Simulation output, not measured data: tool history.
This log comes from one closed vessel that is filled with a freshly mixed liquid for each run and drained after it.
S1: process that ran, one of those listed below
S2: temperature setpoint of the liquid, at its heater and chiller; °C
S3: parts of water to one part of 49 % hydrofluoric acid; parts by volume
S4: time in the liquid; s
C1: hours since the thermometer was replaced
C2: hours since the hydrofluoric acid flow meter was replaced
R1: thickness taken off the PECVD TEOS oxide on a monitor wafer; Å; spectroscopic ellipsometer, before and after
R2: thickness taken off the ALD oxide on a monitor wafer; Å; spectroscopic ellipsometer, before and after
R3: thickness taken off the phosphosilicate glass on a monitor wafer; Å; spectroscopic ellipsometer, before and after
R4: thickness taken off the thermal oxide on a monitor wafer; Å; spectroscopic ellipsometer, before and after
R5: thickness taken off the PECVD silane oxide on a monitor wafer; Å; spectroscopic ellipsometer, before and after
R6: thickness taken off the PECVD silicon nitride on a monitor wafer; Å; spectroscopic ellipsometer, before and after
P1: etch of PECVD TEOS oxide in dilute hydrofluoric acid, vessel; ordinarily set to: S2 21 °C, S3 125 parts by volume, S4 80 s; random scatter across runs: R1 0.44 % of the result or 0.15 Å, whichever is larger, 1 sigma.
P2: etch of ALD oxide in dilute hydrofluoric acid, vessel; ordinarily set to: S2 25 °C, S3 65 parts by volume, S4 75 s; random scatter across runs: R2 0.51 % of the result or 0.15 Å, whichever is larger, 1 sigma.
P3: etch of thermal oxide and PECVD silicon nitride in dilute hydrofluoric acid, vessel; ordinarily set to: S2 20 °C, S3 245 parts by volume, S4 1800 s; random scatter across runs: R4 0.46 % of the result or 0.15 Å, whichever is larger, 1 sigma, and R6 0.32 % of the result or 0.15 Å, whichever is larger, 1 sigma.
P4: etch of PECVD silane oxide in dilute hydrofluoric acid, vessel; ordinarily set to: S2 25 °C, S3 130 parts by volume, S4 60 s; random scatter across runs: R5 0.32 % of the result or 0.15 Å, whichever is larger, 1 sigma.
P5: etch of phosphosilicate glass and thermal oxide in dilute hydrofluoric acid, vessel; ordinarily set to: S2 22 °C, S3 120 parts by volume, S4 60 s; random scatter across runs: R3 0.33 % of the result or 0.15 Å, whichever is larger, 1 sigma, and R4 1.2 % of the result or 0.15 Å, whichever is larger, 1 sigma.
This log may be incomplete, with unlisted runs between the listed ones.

run   hour  S1    S2   S3    S4      C1      C2      R1      R2      R3      R4      R5      R6
  1   13.1  P1    21  125    80   840.5   904.3  62.455
  2     19  P2    25   65    75   846.4   910.2          164.29
  3     26  P5    22  120    30   853.4   917.2                  442.61   11.32
  4   38.1  P1    21  125    45   865.5   929.3  35.204
  5   45.2  P4    25  130   105   872.6   936.4                                  241.88
  6   57.9  P1    21  125    80   885.3   949.1   62.86
  7   68.1  P1    21  125    80   895.5   959.3  62.598
  8   74.6  P5    22  210    60     902   965.8                  462.53   11.99
  9     83  P4    25   35    60   910.4   974.2                                  583.91
 10   95.7  P3    20  245  1800   923.1   986.9                           270.2          99.043
 11  108.8  P1    21  125   150   936.2    1000   116.6
 12  120.3  P1    21  125    80   947.7  1011.5  61.938
 13  126.6  P1    25  125    80     954  1017.8  73.291
 14  138.3  P1    17  125    80   965.7  1029.5  53.217
 15  148.4  P3    20  245  1800   975.8  1039.6                          269.99          98.257
 16  154.9  P1    21   50   145   982.3  1046.1   308.5
 17  161.7  P3    17  245  1800   989.1  1052.9                          242.65          80.522
 18  171.7  P4  30.5  130    60   999.1  1062.9                                  170.55
 19  178.6  P4    25  130    60    1006  1069.8                                   138.6
 20  187.5  P1    25  125    30  1014.9  1078.7  27.515
 21  200.8  P5    22  120    60  1028.2    1092                  886.87  22.658
 22  213.8  P2    25   30    75  1041.2    1105           376.6
 23  223.2  P1    21  125    80  1050.6  1114.4  62.332
 24  236.3  P2    31   65    75  1063.7  1127.5          211.39
 25    243  P4    25  130    60  1070.4  1134.2                                  139.31
     250.7  -- hydrofluoric acid flow meter replaced
 26  252.6  P5    27  120    60    1080       2                  1078.7  27.858
 27  259.9  P2    25   65    75  1087.3     9.3          166.33
 28  267.4  P1    21   70    80  1094.8    16.8  118.73
 29  278.6  P1    21  170    80    1106      28  43.363
 30  286.6  P2    25   65   110    1114      36          241.17
 31  294.3  P3    20  110  1800  1121.7    43.7                          687.69          213.49
 32  306.6  P3    20  245   610    1134      56                           91.86          33.762
 33  317.7  P1    21  125    80  1145.1    67.1  61.864
 34  324.7  P1    21  125    80  1152.1    74.1  61.141
 35  334.3  P1    21  125    80  1161.7    83.7  59.901
 36  346.8  P1    21  125    80  1174.2    96.2  59.295
 37  356.6  P1    21  125    80    1184     106  58.494
 38  364.9  P1    21  125    80  1192.3   114.3  58.805
 39  377.1  P1    21  125    80  1204.5   126.5  58.787
 40    387  P1    21  125    80  1214.4   136.4  58.274

The log shows P1 creeping away from where it was. Any of the 2 causes listed here, at the size stated for it, fits the log just as well as the others:
A: liquid colder than its thermometer reads (K) = 1.57
B: hydrofluoric acid flow below the setpoint (%) = 5.37
The drift started at roughly hour 317.7.

Which of the 4 check runs listed below separates the causes, so that each cause would produce a clearly different result? Each run uses one wafer, and its results are marked with question marks.
check 1  396.9  P5  22  180    30                   ?   ?
check 2  396.9  P3  17  245  1800                       ?       ?
check 3  396.9  P4  25   65    60                           ?
check 4  396.9  P2  25   40    75               ?

How each check would come out, cause by cause:
  check  result    if A    if B
check 1      R3   261.2  259.82
check 1      R4  6.7173   6.682
check 2      R4  226.63  225.37
check 2      R6  72.907  76.845
check 3      R5  282.59  283.62
check 4      R2  260.85   262.6
Gap, in per cent, between the two causes that each check separates least, read from the result that separates them most: check 1 0.53 %; check 2 5.26 %; check 3 0.36 %; check 4 0.67 %
Check 2 is the one run that separates the causes; every other check would come out nearly the same whichever cause is at work.

After running check 2, the following was obtained: R4 227.66 Å; R6 73.121 Å. Which cause does this point to?

It is A: liquid colder than its thermometer reads (K).
